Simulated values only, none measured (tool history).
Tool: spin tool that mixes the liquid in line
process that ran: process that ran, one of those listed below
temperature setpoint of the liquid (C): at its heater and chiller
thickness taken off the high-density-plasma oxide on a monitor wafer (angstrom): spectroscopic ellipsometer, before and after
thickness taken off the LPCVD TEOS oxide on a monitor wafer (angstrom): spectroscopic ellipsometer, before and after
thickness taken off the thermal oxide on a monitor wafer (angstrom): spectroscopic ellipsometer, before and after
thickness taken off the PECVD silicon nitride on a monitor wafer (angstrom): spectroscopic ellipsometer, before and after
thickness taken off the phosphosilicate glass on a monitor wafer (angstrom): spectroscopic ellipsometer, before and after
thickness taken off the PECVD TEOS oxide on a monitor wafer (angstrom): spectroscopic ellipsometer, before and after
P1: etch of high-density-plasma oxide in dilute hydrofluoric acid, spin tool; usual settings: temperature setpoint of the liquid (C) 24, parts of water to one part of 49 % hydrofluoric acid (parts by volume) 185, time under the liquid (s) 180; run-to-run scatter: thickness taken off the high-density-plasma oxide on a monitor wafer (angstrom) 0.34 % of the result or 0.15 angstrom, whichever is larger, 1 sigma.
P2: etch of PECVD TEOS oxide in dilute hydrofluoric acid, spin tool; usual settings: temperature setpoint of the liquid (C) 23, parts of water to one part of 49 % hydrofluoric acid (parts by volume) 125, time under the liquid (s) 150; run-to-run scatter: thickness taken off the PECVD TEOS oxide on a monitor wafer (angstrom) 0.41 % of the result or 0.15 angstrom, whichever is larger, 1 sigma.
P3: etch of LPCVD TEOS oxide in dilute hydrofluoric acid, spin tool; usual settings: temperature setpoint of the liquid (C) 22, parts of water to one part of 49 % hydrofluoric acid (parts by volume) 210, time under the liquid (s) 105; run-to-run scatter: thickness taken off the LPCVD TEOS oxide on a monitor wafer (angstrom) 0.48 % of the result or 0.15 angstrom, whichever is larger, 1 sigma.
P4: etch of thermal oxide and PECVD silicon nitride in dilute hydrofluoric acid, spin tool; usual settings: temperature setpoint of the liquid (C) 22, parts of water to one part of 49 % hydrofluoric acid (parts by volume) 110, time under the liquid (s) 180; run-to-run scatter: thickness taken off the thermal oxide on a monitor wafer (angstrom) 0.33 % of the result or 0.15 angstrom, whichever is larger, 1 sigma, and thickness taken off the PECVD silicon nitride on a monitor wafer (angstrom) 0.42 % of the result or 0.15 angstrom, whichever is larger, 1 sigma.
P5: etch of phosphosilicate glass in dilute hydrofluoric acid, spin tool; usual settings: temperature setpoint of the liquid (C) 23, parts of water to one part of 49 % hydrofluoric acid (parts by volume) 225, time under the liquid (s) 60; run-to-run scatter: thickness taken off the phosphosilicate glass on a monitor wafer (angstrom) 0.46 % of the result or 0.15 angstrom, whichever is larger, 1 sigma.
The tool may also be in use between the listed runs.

run	day	process that ran	temperature setpoint of the liquid (C)	parts of water to one part of 49 % hydrofluoric acid (parts by volume)	time under the liquid (s)	thickness taken off the high-density-plasma oxide on a monitor wafer (angstrom)	thickness taken off the LPCVD TEOS oxide on a monitor wafer (angstrom)	thickness taken off the thermal oxide on a monitor wafer (angstrom)	thickness taken off the PECVD silicon nitride on a monitor wafer (angstrom)	thickness taken off the phosphosilicate glass on a monitor wafer (angstrom)	thickness taken off the PECVD TEOS oxide on a monitor wafer (angstrom)
1	0.108	P1	24	185	180	65.867					
2	0.192	P1	24	185	310	114.28					
3	0.312	P1	24	320	300	55.635					
4	0.425	P3	22	65	105		664.56				
5	0.558	P4	22	110	180			72.497	48.625		
6	0.679	P1	24	55	180	259.35					
7	0.838	P5	17	225	60					108.62	
8	0.967	P4	17	110	180			59.172	34.676		
9	1.125	P3	17	210	105		146.56				
10	1.296	P4	22	110	180			72.034	48.348		
11	1.408	P1	24	185	180	66.45					
12	1.492	P1	24	185	180	66.246					
13	1.571	P2	23	70	150						187.33
14	1.708	P1	24	185	20	7.5861					
15	1.838	P5	23	225	115					263.58	
16	1.992	P2	23	125	150						97.995
17	2.167	P5	23	225	60					135.37	
18	2.325	P2	30	125	150						127.18
19	2.404	P1	24	185	180	66.462					
20	2.55	P3	22	210	155		260.31				
21	2.708	P5	23	125	60					275.68	
22	2.792	P1	24	185	180	66.219					
# day 2.812: thermometer replaced
23	2.925	P1	17	185	180	50.34					
24	3.054	P2	23	125	25						16.491
25	3.171	P1	24	185	180	66.032					
26	3.262	P1	24	280	180	39.595					
27	3.421	P1	30.5	185	180	83.348					
28	3.583	P3	22	210	105		178.18				
29	3.733	P4	22	110	15			6.0699	4.0235		
30	3.875	P4	22	190	180			38.559	28.429		
31	3.979	P1	24	185	180	66.181					
32	4.142	P1	24	185	180	68.494					
33	4.296	P1	24	185	180	68.748					
34	4.396	P1	24	185	180	70.116					
35	4.571	P1	24	185	180	70.337					
36	4.671	P1	24	185	180	70.804					
37	4.779	P1	24	185	180	70.356					
38	4.912	P1	24	185	180	71.112					
39	5.092	P1	24	185	180	71.883					
40	5.217	P1	24	185	180	71.608					
41	5.383	P1	24	185	180	72.01					
42	5.558	P1	24	185	180	71.63					

What P1 gives has crept away from where it was. These 2 causes fit the log equally well, each at the size given:
A: hydrofluoric acid flow above the setpoint (%) = 6.97
B: liquid hotter than its thermometer reads (K) = 2.19
The creep began at about day 3.979.

4 check runs are offered, one wafer each, their results left as question marks. Which one tells the causes apart?
check 1	5.733	P3	22	210	105		?				
check 2	5.733	P5	23	225	60					?	
check 3	5.733	P4	22	110	180			?	?		
check 4	5.733	P2	23	125	150						?

What each check would give under each cause:
check	result	if A	if B
check 1	thickness taken off the LPCVD TEOS oxide on a monitor wafer (angstrom)	192.26	192.23
check 2	thickness taken off the phosphosilicate glass on a monitor wafer (angstrom)	148.69	148.26
check 3	thickness taken off the thermal oxide on a monitor wafer (angstrom)	77.962	78.835
check 3	thickness taken off the PECVD silicon nitride on a monitor wafer (angstrom)	51.67	55.896
check 4	thickness taken off the PECVD TEOS oxide on a monitor wafer (angstrom)	106.38	107.27
How far apart the two closest causes lie, in the result that separates them most: check 1 0.01 %; check 2 0.29 %; check 3 7.86 %; check 4 0.83 %
Check 3 tells the causes apart: in the others they would give nearly the same result.

Check 3 was then run and gave: thickness taken off the thermal oxide on a monitor wafer (angstrom) 77.971; thickness taken off the PECVD silicon nitride on a monitor wafer (angstrom) 51.703. Which cause is it?

It is A: hydrofluoric acid flow above the setpoint (%).
